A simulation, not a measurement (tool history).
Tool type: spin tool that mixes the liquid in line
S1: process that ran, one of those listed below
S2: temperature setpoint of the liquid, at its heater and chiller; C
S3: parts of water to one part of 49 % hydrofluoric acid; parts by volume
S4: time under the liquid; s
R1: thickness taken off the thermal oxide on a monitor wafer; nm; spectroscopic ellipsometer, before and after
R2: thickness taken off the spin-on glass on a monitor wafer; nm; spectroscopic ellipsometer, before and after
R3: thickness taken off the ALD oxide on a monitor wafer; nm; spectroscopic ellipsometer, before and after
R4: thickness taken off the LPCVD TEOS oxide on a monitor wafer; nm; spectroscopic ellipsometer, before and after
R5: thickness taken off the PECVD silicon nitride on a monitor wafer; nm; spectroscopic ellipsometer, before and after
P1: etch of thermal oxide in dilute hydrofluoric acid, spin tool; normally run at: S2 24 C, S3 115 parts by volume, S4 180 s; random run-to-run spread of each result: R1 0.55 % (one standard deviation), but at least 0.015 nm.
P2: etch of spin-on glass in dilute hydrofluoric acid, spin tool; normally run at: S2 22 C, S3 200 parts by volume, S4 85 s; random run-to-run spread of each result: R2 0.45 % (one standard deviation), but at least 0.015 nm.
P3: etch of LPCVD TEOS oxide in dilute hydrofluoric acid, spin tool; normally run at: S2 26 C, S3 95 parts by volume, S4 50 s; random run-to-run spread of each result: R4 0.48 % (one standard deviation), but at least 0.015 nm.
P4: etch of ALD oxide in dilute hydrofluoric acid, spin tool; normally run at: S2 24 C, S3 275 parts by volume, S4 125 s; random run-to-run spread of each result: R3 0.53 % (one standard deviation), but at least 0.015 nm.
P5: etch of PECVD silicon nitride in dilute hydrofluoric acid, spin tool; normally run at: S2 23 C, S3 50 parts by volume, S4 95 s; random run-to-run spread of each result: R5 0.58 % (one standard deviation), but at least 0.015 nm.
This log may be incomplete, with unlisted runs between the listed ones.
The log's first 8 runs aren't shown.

run 9 day=5.408 | S1=P1 S2=24 S3=115 S4=180 | R1=7.1004
run 10 day=5.817 | S1=P3 S2=18 S3=95 S4=50 | R4=9.8381
run 11 day=6.192 | S1=P4 S2=19.5 S3=275 S4=125 | R3=10.302
run 12 day=6.85 | S1=P3 S2=26 S3=95 S4=50 | R4=13.667
run 13 day=7.208 | S1=P5 S2=23 S3=90 S4=95 | R5=3.364
run 14 day=7.533 | S1=P1 S2=24 S3=115 S4=180 | R1=7.1252
run 15 day=7.858 | S1=P1 S2=24 S3=30 S4=180 | R1=30.496
run 16 day=8.333 | S1=P2 S2=22 S3=200 S4=40 | R2=5.8671
run 17 day=9.067 | S1=P3 S2=26 S3=175 S4=50 | R4=6.7337
run 18 day=9.458 | S1=P2 S2=22 S3=55 S4=85 | R2=53.329
run 19 day=9.825 | S1=P1 S2=24 S3=115 S4=180 | R1=7.1515
run 20 day=10.504 | S1=P4 S2=24 S3=275 S4=20 | R3=1.9358
run 21 day=10.9 | S1=P1 S2=24 S3=115 S4=330 | R1=13.171
run 22 day=11.575 | S1=P5 S2=17 S3=50 S4=95 | R5=3.9009
run 23 day=12.262 | S1=P4 S2=24 S3=275 S4=125 | R3=12.121
run 24 day=12.988 | S1=P3 S2=26 S3=95 S4=80 | R4=21.857
run 25 day=13.475 | S1=P5 S2=23 S3=50 S4=165 | R5=10.289
run 26 day=14.179 | S1=P5 S2=23 S3=50 S4=95 | R5=5.9212
run 27 day=14.912 | S1=P1 S2=24 S3=200 S4=290 | R1=5.9498
run 28 day=15.412 | S1=P1 S2=29.5 S3=115 S4=180 | R1=8.7841
run 29 day=15.738 | S1=P1 S2=24 S3=115 S4=180 | R1=7.2134
run 30 day=16.267 | S1=P1 S2=24 S3=115 S4=180 | R1=7.4331
run 31 day=16.933 | S1=P1 S2=24 S3=115 S4=180 | R1=7.5053
run 32 day=17.454 | S1=P1 S2=24 S3=115 S4=180 | R1=7.5922

What will run 33 give?
run 33 day=17.971 | S1=P1 S2=24 S3=115 S4=180 | R1=?

{"run 33": {"R1": 7.6457}}
